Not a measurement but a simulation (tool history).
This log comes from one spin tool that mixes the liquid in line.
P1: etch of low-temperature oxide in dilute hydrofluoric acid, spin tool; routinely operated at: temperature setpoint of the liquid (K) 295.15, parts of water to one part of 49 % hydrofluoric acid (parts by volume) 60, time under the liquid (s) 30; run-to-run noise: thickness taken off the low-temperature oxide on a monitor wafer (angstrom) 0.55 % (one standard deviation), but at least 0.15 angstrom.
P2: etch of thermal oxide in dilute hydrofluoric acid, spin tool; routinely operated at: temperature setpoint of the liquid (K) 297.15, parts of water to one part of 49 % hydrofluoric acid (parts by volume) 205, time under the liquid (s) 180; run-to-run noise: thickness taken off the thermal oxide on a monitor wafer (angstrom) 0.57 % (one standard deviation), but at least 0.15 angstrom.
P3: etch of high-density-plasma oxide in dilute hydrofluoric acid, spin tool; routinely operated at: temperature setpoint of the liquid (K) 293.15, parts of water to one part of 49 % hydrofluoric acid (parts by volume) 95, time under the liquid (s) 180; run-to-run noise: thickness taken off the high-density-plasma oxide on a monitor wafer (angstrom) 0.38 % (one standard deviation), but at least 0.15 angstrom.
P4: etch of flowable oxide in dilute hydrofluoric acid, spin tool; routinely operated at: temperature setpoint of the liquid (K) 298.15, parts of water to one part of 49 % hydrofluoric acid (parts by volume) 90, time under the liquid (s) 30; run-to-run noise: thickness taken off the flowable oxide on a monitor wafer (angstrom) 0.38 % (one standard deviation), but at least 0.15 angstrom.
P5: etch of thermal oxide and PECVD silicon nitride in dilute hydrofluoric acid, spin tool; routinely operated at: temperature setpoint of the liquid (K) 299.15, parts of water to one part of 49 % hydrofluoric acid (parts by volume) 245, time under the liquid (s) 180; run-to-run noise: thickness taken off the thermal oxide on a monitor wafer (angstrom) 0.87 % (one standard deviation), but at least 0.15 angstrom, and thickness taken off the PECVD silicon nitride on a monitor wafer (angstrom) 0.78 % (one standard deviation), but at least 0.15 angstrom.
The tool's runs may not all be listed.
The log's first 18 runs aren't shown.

run,hour,process that ran,temperature setpoint of the liquid (K),parts of water to one part of 49 % hydrofluoric acid (parts by volume),time under the liquid (s),thickness taken off the low-temperature oxide on a monitor wafer (angstrom),thickness taken off the high-density-plasma oxide on a monitor wafer (angstrom),thickness taken off the thermal oxide on a monitor wafer (angstrom),thickness taken off the PECVD silicon nitride on a monitor wafer (angstrom),thickness taken off the flowable oxide on a monitor wafer (angstrom)
19,131.0,P1,295.15,60,30,76.087,,,,
20,139.7,P1,295.15,60,30,76.111,,,,
21,145.7,P3,300.65,95,180,,111.960,,,
22,154.7,P1,300.15,60,30,93.550,,,,
23,160.9,P1,295.15,20,30,237.090,,,,
24,168.1,P5,299.15,245,285,,,50.391,44.809,
25,173.2,P1,299.15,85,30,61.883,,,,
26,179.7,P4,298.15,90,60,,,,,205.45
27,184.8,P1,295.15,100,30,43.499,,,,
28,190.6,P1,298.65,20,30,278.020,,,,

For run 29, what comes out?
29,199.9,P2,297.15,205,180,,,?,,

Run 29 came out at thickness taken off the thermal oxide on a monitor wafer (angstrom) 35.618.
